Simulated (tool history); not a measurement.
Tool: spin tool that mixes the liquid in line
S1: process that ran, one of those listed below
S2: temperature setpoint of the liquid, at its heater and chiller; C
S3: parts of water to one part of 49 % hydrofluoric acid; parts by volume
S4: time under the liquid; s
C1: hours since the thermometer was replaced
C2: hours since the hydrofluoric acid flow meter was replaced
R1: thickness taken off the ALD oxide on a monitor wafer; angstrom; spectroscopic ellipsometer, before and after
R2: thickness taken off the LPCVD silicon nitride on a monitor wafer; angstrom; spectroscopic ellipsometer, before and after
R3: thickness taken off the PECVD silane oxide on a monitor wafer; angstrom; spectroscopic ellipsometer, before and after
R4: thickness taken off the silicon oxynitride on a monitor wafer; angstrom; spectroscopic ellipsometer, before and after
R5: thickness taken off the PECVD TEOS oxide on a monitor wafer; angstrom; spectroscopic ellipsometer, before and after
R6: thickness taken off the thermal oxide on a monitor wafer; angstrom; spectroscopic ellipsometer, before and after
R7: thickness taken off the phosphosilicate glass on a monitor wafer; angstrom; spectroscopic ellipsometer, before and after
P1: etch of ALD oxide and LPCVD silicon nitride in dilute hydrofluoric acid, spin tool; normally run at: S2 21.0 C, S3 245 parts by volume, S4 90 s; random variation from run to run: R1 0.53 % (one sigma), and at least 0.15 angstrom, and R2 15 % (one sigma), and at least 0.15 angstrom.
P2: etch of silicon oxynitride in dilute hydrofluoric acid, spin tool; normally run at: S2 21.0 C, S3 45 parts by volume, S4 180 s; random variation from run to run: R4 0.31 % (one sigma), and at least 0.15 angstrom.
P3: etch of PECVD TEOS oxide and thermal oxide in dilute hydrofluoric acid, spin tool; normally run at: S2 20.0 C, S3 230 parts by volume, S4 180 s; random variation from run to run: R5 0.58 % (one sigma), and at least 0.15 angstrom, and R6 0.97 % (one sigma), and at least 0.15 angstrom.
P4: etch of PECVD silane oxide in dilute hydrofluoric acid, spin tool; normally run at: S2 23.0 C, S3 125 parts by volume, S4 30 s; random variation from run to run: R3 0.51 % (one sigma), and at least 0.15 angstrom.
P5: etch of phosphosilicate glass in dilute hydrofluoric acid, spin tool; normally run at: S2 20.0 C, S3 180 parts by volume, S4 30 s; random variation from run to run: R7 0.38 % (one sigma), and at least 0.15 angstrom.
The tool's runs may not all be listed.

run 1 hour=6.5 | S1=P1 S2=21.0 S3=245 S4=90 | C1=846.6 C2=789.1 | R1=47.496 R2=0.94552
run 2 hour=11.7 | S1=P4 S2=23.0 S3=205 S4=30 | C1=851.8 C2=794.3 | R3=37.523
run 3 hour=18.1 | S1=P2 S2=28.5 S3=45 S4=180 | C1=858.2 C2=800.7 | R4=147.390
run 4 hour=25.0 | S1=P1 S2=28.5 S3=245 S4=135 | C1=865.1 C2=807.6 | R1=92.378 R2=3.51060
run 5 hour=30.3 | S1=P3 S2=20.0 S3=230 S4=180 | C1=870.4 C2=812.9 | R5=75.740 R6=27.550
run 6 hour=37.5 | S1=P5 S2=20.0 S3=180 S4=30 | C1=877.6 C2=820.1 | R7=121.55
run 7 hour=44.0 | S1=P1 S2=25.0 S3=245 S4=90 | C1=884.1 C2=826.6 | R1=54.464 R2=2.38090
run 8 hour=50.6 | S1=P5 S2=20.0 S3=260 S4=30 | C1=890.7 C2=833.2 | R7=77.46
run 9 hour=55.5 | S1=P2 S2=21.0 S3=45 S4=60 | C1=895.6 C2=838.1 | R4=33.946
run 10 hour=61.8 | S1=P4 S2=23.0 S3=125 S4=30 | C1=901.9 C2=844.4 | R3=66.618
run 11 hour=67.5 | S1=P1 S2=17.0 S3=245 S4=90 | C1=907.6 C2=850.1 | R1=40.492 R2=0.51749
run 12 hour=72.9 | S1=P4 S2=17.0 S3=125 S4=30 | C1=913.0 C2=855.5 | R3=52.446
run 13 hour=77.9 | S1=P1 S2=21.0 S3=245 S4=20 | C1=918.0 C2=860.5 | R1=10.627 R2=0.33312
run 14 hour=85.5 | S1=P4 S2=23.0 S3=125 S4=30 | C1=925.6 C2=868.1 | R3=67.037
run 15 hour=94.1 | S1=P2 S2=21.0 S3=45 S4=180 | C1=934.2 C2=876.7 | R4=101.840
run 16 hour=101.2 | S1=P4 S2=23.0 S3=125 S4=15 | C1=941.3 C2=883.8 | R3=33.600
run 17 hour=110.6 | S1=P3 S2=20.0 S3=230 S4=285 | C1=950.7 C2=893.2 | R5=119.120 R6=42.842
run 18 hour=116.8 | S1=P1 S2=17.0 S3=245 S4=155 | C1=956.9 C2=899.4 | R1=69.695 R2=1.36110
run 19 hour=123.5 | S1=P1 S2=21.0 S3=145 S4=90 | C1=963.6 C2=906.1 | R1=87.721 R2=2.60860
run 20 hour=128.9 | S1=P5 S2=27.0 S3=180 S4=30 | C1=969.0 C2=911.5 | R7=158.01
run 21 hour=133.8 | S1=P2 S2=21.0 S3=20 S4=180 | C1=973.9 C2=916.4 | R4=233.070
run 22 hour=139.3 | S1=P1 S2=21.0 S3=430 S4=90 | C1=979.4 C2=921.9 | R1=23.043 R2=0.71469
run 23 hour=147.3 | S1=P1 S2=21.0 S3=245 S4=90 | C1=987.4 C2=929.9 | R1=47.048 R2=1.60030
run 24 hour=153.5 | S1=P5 S2=20.0 S3=180 S4=65 | C1=993.6 C2=936.1 | R7=264.41
run 25 hour=158.8 | S1=P1 S2=21.0 S3=245 S4=175 | C1=998.9 C2=941.4 | R1=92.479 R2=2.44810
run 26 hour=166.0 | S1=P1 S2=24.0 S3=245 S4=35 | C1=1006.1 C2=948.6 | R1=20.781 R2=0.63707
run 27 hour=173.6 | S1=P3 S2=17.0 S3=230 S4=180 | C1=1013.7 C2=956.2 | R5=67.340 R6=24.099
run 28 hour=179.5 | S1=P3 S2=20.0 S3=385 S4=180 | C1=1019.6 C2=962.1 | R5=39.652 R6=14.248
run 29 hour=189.0 | S1=P1 S2=21.0 S3=245 S4=90 | C1=1029.1 C2=971.6 | R1=47.925 R2=1.46790
run 30 hour=198.5 | S1=P1 S2=21.0 S3=245 S4=90 | C1=1038.6 C2=981.1 | R1=47.305 R2=0.78100
run 31 hour=203.7 | S1=P1 S2=21.0 S3=245 S4=90 | C1=1043.8 C2=986.3 | R1=47.207 R2=1.54250
run 32 hour=209.9 | S1=P1 S2=21.0 S3=245 S4=90 | C1=1050.0 C2=992.5 | R1=48.230 R2=1.54590
run 33 hour=215.9 | S1=P1 S2=21.0 S3=245 S4=90 | C1=1056.0 C2=998.5 | R1=48.824 R2=1.34750
run 34 hour=220.7 | S1=P1 S2=21.0 S3=245 S4=90 | C1=1060.8 C2=1003.3 | R1=49.826 R2=1.13700
run 35 hour=226.6 | S1=P1 S2=21.0 S3=245 S4=90 | C1=1066.7 C2=1009.2 | R1=50.322 R2=1.41430
run 36 hour=231.4 | S1=P1 S2=21.0 S3=245 S4=90 | C1=1071.5 C2=1014.0 | R1=50.630 R2=1.48570
run 37 hour=237.1 | S1=P1 S2=21.0 S3=245 S4=90 | C1=1077.2 C2=1019.7 | R1=50.069 R2=0.82961
run 38 hour=242.5 | S1=P1 S2=21.0 S3=245 S4=90 | C1=1082.6 C2=1025.1 | R1=50.287 R2=1.81800
run 39 hour=248.7 | S1=P1 S2=21.0 S3=245 S4=90 | C1=1088.8 C2=1031.3 | R1=50.863 R2=1.28190
run 40 hour=252.9 | S1=P1 S2=21.0 S3=245 S4=90 | C1=1093.0 C2=1035.5 | R1=50.123 R2=1.55300

What P1 gives has crept away from where it was. These 2 causes fit the log equally well, each at the size given:
A: liquid hotter than its thermometer reads (K) = 1.86
B: hydrofluoric acid flow above the setpoint (%) = 5.69
The creep began at about hour 203.7.

4 check runs are offered, one wafer each, their results left as question marks. Which one tells the causes apart?
run check 1 hour=257.1 | S1=P4 S2=23.0 S3=125 S4=30 | R3=?
run check 2 hour=257.1 | S1=P3 S2=20.0 S3=230 S4=180 | R5=? R6=?
run check 3 hour=257.1 | S1=P2 S2=21.0 S3=45 S4=180 | R4=?
run check 4 hour=257.1 | S1=P5 S2=20.0 S3=180 S4=30 | R7=?

What each check would give under each cause:
check=check_1 result=R3 if_A=71.955 if_B=71.292
check=check_2 result=R5 if_A=81.042 if_B=80.826
check=check_2 result=R6 if_A=28.914 if_B=28.837
check=check_3 result=R4 if_A=112.020 if_B=108.110
check=check_4 result=R7 if_A=130.47 if_B=129.58
How far apart the two closest causes lie, in the result that separates them most: check 1 0.93 %; check 2 0.27 %; check 3 3.55 %; check 4 0.69 %
Only check 3 tells the causes apart: in the others they would give nearly the same result.

Check 3 was then run and gave: R4 112.570 angstrom. Which cause is it?

It is A: liquid hotter than its thermometer reads (K).

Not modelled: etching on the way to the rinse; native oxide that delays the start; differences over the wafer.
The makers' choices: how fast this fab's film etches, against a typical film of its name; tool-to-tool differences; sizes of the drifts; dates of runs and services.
